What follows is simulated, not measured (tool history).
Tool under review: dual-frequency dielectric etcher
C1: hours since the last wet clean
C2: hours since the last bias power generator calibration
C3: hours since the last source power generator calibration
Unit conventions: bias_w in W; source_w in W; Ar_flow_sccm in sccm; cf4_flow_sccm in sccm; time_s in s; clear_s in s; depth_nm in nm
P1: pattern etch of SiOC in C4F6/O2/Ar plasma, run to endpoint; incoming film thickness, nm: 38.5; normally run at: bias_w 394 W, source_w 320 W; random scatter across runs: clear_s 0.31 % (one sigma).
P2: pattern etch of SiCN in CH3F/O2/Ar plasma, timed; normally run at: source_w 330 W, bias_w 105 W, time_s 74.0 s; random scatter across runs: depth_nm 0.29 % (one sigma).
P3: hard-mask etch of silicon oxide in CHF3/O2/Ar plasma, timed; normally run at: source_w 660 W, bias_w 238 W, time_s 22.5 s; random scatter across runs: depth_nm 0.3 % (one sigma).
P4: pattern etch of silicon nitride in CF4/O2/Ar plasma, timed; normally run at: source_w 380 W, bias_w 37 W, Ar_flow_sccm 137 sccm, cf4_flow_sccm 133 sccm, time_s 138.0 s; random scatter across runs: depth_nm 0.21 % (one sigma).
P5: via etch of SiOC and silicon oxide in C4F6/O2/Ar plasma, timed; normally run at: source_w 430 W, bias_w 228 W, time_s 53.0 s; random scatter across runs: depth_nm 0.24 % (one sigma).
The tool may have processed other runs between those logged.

{"run": 1, "hour": 11.2, "process": "P1", "bias_w": 394, "source_w": 320, "C1": 285.7, "C2": 1720.2, "C3": 2573.6, "clear_s": 15.403}
{"run": 2, "hour": 24.7, "process": "P1", "bias_w": 394, "source_w": 320, "C1": 299.2, "C2": 1733.7, "C3": 2587.1, "clear_s": 15.404}
{"run": 3, "hour": 37.1, "process": "P4", "bias_w": 37, "source_w": 380, "Ar_flow_sccm": 137, "cf4_flow_sccm": 133, "time_s": 190.0, "C1": 311.6, "C2": 1746.1, "C3": 2599.5, "depth_nm": 256.05}
{"run": 4, "hour": 51.4, "process": "P1", "bias_w": 394, "source_w": 320, "C1": 325.9, "C2": 1760.4, "C3": 2613.8, "clear_s": 15.483}
{"run": 5, "hour": 65.8, "process": "P4", "bias_w": 37, "source_w": 380, "Ar_flow_sccm": 184, "cf4_flow_sccm": 133, "time_s": 138.0, "C1": 340.3, "C2": 1774.8, "C3": 2628.2, "depth_nm": 178.68}
{"run": 6, "hour": 78.8, "process": "P5", "bias_w": 228, "source_w": 430, "time_s": 53.0, "C1": 353.3, "C2": 1787.8, "C3": 2641.2, "depth_nm": 68.165}
{"run": 7, "hour": 89.0, "process": "P5", "bias_w": 228, "source_w": 430, "time_s": 29.0, "C1": 363.5, "C2": 1798.0, "C3": 2651.4, "depth_nm": 37.41}
{"run": 8, "hour": 99.9, "process": "P4", "bias_w": 37, "source_w": 380, "Ar_flow_sccm": 137, "cf4_flow_sccm": 179, "time_s": 138.0, "C1": 374.4, "C2": 1808.9, "C3": 2662.3, "depth_nm": 193.22}
{"run": 9, "hour": 109.3, "process": "P5", "bias_w": 168, "source_w": 430, "time_s": 53.0, "C1": 383.8, "C2": 1818.3, "C3": 2671.7, "depth_nm": 61.963}
{"run": 10, "hour": 118.9, "process": "P1", "bias_w": 394, "source_w": 320, "C1": 393.4, "C2": 1827.9, "C3": 2681.3, "clear_s": 15.337}
{"run": 11, "hour": 132.9, "process": "P1", "bias_w": 394, "source_w": 430, "C1": 407.4, "C2": 1841.9, "C3": 2695.3, "clear_s": 13.849}
{"run": 12, "hour": 148.0, "process": "P2", "bias_w": 105, "source_w": 330, "time_s": 74.0, "C1": 422.5, "C2": 1857.0, "C3": 2710.4, "depth_nm": 30.441}
{"run": 13, "hour": 160.1, "process": "P1", "bias_w": 307, "source_w": 320, "C1": 434.6, "C2": 1869.1, "C3": 2722.5, "clear_s": 16.814}
{"run": 14, "hour": 174.7, "process": "P1", "bias_w": 394, "source_w": 250, "C1": 449.2, "C2": 1883.7, "C3": 2737.1, "clear_s": 16.957}
{"run": 15, "hour": 188.0, "process": "P3", "bias_w": 238, "source_w": 660, "time_s": 12.5, "C1": 462.5, "C2": 1897.0, "C3": 2750.4, "depth_nm": 27.74}
{"run": 16, "hour": 201.6, "process": "P2", "bias_w": 105, "source_w": 220, "time_s": 74.0, "C1": 476.1, "C2": 1910.6, "C3": 2764.0, "depth_nm": 26.229}
{"run": 17, "hour": 211.1, "process": "P3", "bias_w": 238, "source_w": 660, "time_s": 22.5, "C1": 485.6, "C2": 1920.1, "C3": 2773.5, "depth_nm": 50.093}
{"run": 18, "hour": 223.6, "process": "P3", "bias_w": 238, "source_w": 660, "time_s": 22.5, "C1": 498.1, "C2": 1932.6, "C3": 2786.0, "depth_nm": 49.971}
{"run": 19, "hour": 232.2, "process": "P5", "bias_w": 228, "source_w": 430, "time_s": 53.0, "C1": 506.7, "C2": 1941.2, "C3": 2794.6, "depth_nm": 68.113}
{"run": 20, "hour": 239.0, "process": "P4", "bias_w": 37, "source_w": 260, "Ar_flow_sccm": 137, "cf4_flow_sccm": 133, "time_s": 138.0, "C1": 513.5, "C2": 1948.0, "C3": 2801.4, "depth_nm": 133.77}
{"run": 21, "hour": 249.7, "process": "P4", "bias_w": 50, "source_w": 380, "Ar_flow_sccm": 137, "cf4_flow_sccm": 133, "time_s": 138.0, "C1": 524.2, "C2": 1958.7, "C3": 2812.1, "depth_nm": 208.98}
{"run": 22, "hour": 259.4, "process": "P4", "bias_w": 37, "source_w": 380, "Ar_flow_sccm": 137, "cf4_flow_sccm": 133, "time_s": 138.0, "C1": 533.9, "C2": 1968.4, "C3": 2821.8, "depth_nm": 185.69}
{"run": 23, "hour": 269.8, "process": "P2", "bias_w": 140, "source_w": 330, "time_s": 74.0, "C1": 544.3, "C2": 1978.8, "C3": 2832.2, "depth_nm": 33.846}
{"run": 24, "hour": 277.7, "process": "P2", "bias_w": 105, "source_w": 330, "time_s": 74.0, "C1": 552.2, "C2": 1986.7, "C3": 2840.1, "depth_nm": 30.316}
{"run": 25, "hour": 284.8, "process": "P5", "bias_w": 228, "source_w": 600, "time_s": 53.0, "C1": 559.3, "C2": 1993.8, "C3": 2847.2, "depth_nm": 77.399}
{"hour": 286.9, "done": "source power generator calibrated"}
{"run": 26, "hour": 294.7, "process": "P1", "bias_w": 394, "source_w": 320, "C1": 569.2, "C2": 2003.7, "C3": 7.8, "clear_s": 15.408}
{"run": 27, "hour": 306.7, "process": "P1", "bias_w": 473, "source_w": 320, "C1": 581.2, "C2": 2015.7, "C3": 19.8, "clear_s": 14.375}
{"run": 28, "hour": 319.7, "process": "P3", "bias_w": 238, "source_w": 480, "time_s": 22.5, "C1": 594.2, "C2": 2028.7, "C3": 32.8, "depth_nm": 44.453}
{"run": 29, "hour": 332.6, "process": "P1", "bias_w": 394, "source_w": 320, "C1": 607.1, "C2": 2041.6, "C3": 45.7, "clear_s": 15.427}
{"run": 30, "hour": 339.8, "process": "P2", "bias_w": 105, "source_w": 330, "time_s": 52.5, "C1": 614.3, "C2": 2048.8, "C3": 52.9, "depth_nm": 21.4}
{"run": 31, "hour": 353.2, "process": "P1", "bias_w": 296, "source_w": 400, "C1": 627.7, "C2": 2062.2, "C3": 66.3, "clear_s": 15.712}
{"run": 32, "hour": 361.0, "process": "P3", "bias_w": 339, "source_w": 660, "time_s": 22.5, "C1": 635.5, "C2": 2070.0, "C3": 74.1, "depth_nm": 56.803}
{"run": 33, "hour": 375.9, "process": "P1", "bias_w": 394, "source_w": 320, "C1": 650.4, "C2": 2084.9, "C3": 89.0, "clear_s": 15.42}
{"run": 34, "hour": 390.6, "process": "P1", "bias_w": 394, "source_w": 320, "C1": 665.1, "C2": 2099.6, "C3": 103.7, "clear_s": 15.454}
{"run": 35, "hour": 404.8, "process": "P1", "bias_w": 394, "source_w": 320, "C1": 679.3, "C2": 2113.8, "C3": 117.9, "clear_s": 15.605}
{"run": 36, "hour": 412.6, "process": "P1", "bias_w": 394, "source_w": 320, "C1": 687.1, "C2": 2121.6, "C3": 125.7, "clear_s": 15.648}
{"run": 37, "hour": 427.1, "process": "P1", "bias_w": 394, "source_w": 320, "C1": 701.6, "C2": 2136.1, "C3": 140.2, "clear_s": 15.632}
{"run": 38, "hour": 441.1, "process": "P1", "bias_w": 394, "source_w": 320, "C1": 715.6, "C2": 2150.1, "C3": 154.2, "clear_s": 15.627}
{"run": 39, "hour": 450.3, "process": "P1", "bias_w": 394, "source_w": 320, "C1": 724.8, "C2": 2159.3, "C3": 163.4, "clear_s": 15.724}
{"run": 40, "hour": 458.7, "process": "P1", "bias_w": 394, "source_w": 320, "C1": 733.2, "C2": 2167.7, "C3": 171.8, "clear_s": 15.616}
{"hour": 463.1, "done": "wet clean of the chamber"}
{"run": 41, "hour": 466.9, "process": "P1", "bias_w": 394, "source_w": 320, "C1": 3.8, "C2": 2175.9, "C3": 180.0, "clear_s": 15.658}
{"run": 42, "hour": 481.2, "process": "P1", "bias_w": 394, "source_w": 320, "C1": 18.1, "C2": 2190.2, "C3": 194.3, "clear_s": 15.593}
{"run": 43, "hour": 488.3, "process": "P1", "bias_w": 394, "source_w": 320, "C1": 25.2, "C2": 2197.3, "C3": 201.4, "clear_s": 15.682}
{"run": 44, "hour": 502.7, "process": "P1", "bias_w": 394, "source_w": 320, "C1": 39.6, "C2": 2211.7, "C3": 215.8, "clear_s": 15.637}

Something has made what P1 gives creep away from where it was; the 2 causes below, each at its own stated size, fit the log equally well:
A: source power that arrives under what is set, % = 4.07
B: bias power that arrives under what is set, % = 4.16
Onset of the creep was near hour 375.9.
Excluded causes, each with its reason:
chamber walls in a state that lowers the etch rate, %: serviced at hour 463.1, which brought nothing back

4 check runs are offered, one wafer each, their results left as question marks. Which one tells the causes apart?
{"run": "check 1", "hour": 517.1, "process": "P4", "bias_w": 47, "source_w": 380, "Ar_flow_sccm": 137, "cf4_flow_sccm": 175, "time_s": 138.0, "depth_nm": "?"}
{"run": "check 2", "hour": 517.1, "process": "P5", "bias_w": 228, "source_w": 540, "time_s": 53.0, "depth_nm": "?"}
{"run": "check 3", "hour": 517.1, "process": "P2", "bias_w": 105, "source_w": 220, "time_s": 74.0, "depth_nm": "?"}
{"run": "check 4", "hour": 517.1, "process": "P3", "bias_w": 332, "source_w": 660, "time_s": 12.5, "depth_nm": "?"}

What each check would give under each cause:
check=check_1 result=depth_nm if_A=202.250 if_B=206.510
check=check_2 result=depth_nm if_A=73.225 if_B=73.370
check=check_3 result=depth_nm if_A=25.675 if_B=25.635
check=check_4 result=depth_nm if_A=30.822 if_B=30.811
Smallest distance between any two causes, each pair judged by its most separating result, in per cent: check 1 2.08 %; check 2 0.2 %; check 3 0.16 %; check 4 0.04 %
Check 1 is the one run that separates the causes; every other check would come out nearly the same whichever cause is at work.

Here is what check 1 returned: depth_nm 206.330 nm. Which cause is it?

The correct cause is B, namely: bias power that arrives under what is set, %.
